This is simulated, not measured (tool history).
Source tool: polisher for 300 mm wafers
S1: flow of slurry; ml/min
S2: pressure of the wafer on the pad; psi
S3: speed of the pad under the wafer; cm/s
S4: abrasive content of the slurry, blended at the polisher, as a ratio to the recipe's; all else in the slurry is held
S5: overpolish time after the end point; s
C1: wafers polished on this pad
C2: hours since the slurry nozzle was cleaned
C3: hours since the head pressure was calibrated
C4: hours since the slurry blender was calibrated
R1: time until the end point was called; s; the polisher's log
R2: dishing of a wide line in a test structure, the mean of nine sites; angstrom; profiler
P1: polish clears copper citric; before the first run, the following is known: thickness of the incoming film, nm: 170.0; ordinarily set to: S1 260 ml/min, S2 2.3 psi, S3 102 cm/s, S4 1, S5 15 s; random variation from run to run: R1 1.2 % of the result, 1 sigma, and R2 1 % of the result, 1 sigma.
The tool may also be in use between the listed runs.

run    day   S1   S2   S3    S4  S5   C1     C2     C3     C4      R1      R2
  1  0.246  260  2.3  102     1  15  283  462.4  437.3   87.4  111.32  176.33
  2  0.571  395  2.3  102     1  15  322  470.2  445.1   95.2  108.63   176.7
  3  0.875  155  2.3  102     1  15  357  477.5  452.4  102.5  120.84  162.12
  4  1.062  260  1.6  102     1  15  380    482  456.9    107   159.6  121.14
  5  1.429  260  2.3  102  0.55  15  423  490.8  465.7  115.8  128.88  153.99
  6  1.742  260  2.3  102     1  15  460  498.3  473.2  123.3  111.73  173.76
  7  1.996  405  2.3  102   0.8  15  489  504.4  479.3  129.4   114.2  171.23
  8  2.408  260  3.5  102     1  15  538  514.3  489.2  139.3  73.581  255.43
  9  2.754  260  2.3  158     1  15  579  522.6  497.5  147.6  73.629  258.58
 10  2.967  260  2.3  102   1.4  15  604  527.7  502.6  152.7  103.01  182.65
 11  3.271  260  2.3  102     1  23  640    535  509.9    160  110.37  249.82
 12  3.512  260  2.3  102     1  15  668  540.8  515.7  165.8     111  171.36
 13    3.9  260  2.3  102     1  15  714  550.1    525  175.1  112.06  175.17
 14  4.242  260  2.3   62     1  15  754  558.3  533.2  183.3  178.71  107.71
 15    4.6  260  2.3  102     1   6  796  566.9  541.8  191.9  114.82  71.361
 16  4.875  260  2.3  102     1  15  829  573.5  548.4  198.5  111.23  168.48
 17  5.225  260  2.3  102     1  15  870  581.9  556.8  206.9  113.85  171.55
 18   5.45  260  2.3  102     1  15  896  587.3  562.2  212.3  115.12  167.03
 19  5.838  260  2.3  102     1  15  942  596.6  571.5  221.6  117.22  166.09
     5.917  -- head pressure recalibrated
     6.133  -- worn pad replaced by a new one
 20  6.183  260  2.3  102     1  15    5  604.9    6.5  229.9  116.84  163.19

Run 21, settings as shown, results not yet in. Your forecast:
 21  6.412  260  2.3  102   1  15  32  610.4  12  235.4   ?   ?

{"run 21": {"R1": 120.64, "R2": 165.38}}
